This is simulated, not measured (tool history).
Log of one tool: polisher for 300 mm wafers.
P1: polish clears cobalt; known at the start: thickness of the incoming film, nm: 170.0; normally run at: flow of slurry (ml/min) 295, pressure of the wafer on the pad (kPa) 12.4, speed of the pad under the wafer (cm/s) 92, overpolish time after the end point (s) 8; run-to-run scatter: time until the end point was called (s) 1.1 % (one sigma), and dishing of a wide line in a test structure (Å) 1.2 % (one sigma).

run   hour  flow of slurry (ml/min)  pressure of the wafer on the pad (kPa)  speed of the pad under the wafer (cm/s)  overpolish time after the end point (s)  time until the end point was called (s)  dishing of a wide line in a test structure (Å)
  1   11.3                      295                                    12.4                                       92                                        8                                   39.526                                         292.350
  2   18.8                      295                                    12.4                                       92                                        8                                   39.772                                         286.830
  3   28.7                      295                                    15.9                                       92                                        8                                   30.952                                         357.930
  4   38.9                      295                                    12.4                                       92                                        2                                   39.386                                          82.980
  5   49.9                      295                                     7.6                                       92                                        3                                   65.935                                          74.787
  6   63.2                      175                                    12.4                                       92                                        8                                   42.830                                         271.410
  7   69.9                      295                                    12.4                                       92                                        8                                   40.280                                         288.690
  8   77.5                      295                                    16.5                                      128                                        8                                   21.998                                         467.930
  9   89.4                      295                                     6.9                                       92                                        8                                   71.525                                         173.670
 10  102.0                      295                                    12.4                                       44                                        8                                   82.823                                         149.150
 11  110.2                      295                                    12.4                                       92                                        8                                   40.665                                         292.640
 12  119.5                      295                                    12.4                                      122                                        8                                   29.822                                         359.680
 13  128.9                      295                                    12.4                                       92                                       12                                   39.881                                         399.540
 14  140.2                      295                                     8.3                                       48                                        8                                  114.720                                         112.270
 15  153.6                      460                                    12.4                                       92                                        8                                   39.444                                         295.970

Run 16 comes next. What will it give?
 16  163.4                      295                                    12.4                                       92                                        8                                        ?                                               ?

time until the end point was called (s): 39.244
dishing of a wide line in a test structure (Å): 292.200

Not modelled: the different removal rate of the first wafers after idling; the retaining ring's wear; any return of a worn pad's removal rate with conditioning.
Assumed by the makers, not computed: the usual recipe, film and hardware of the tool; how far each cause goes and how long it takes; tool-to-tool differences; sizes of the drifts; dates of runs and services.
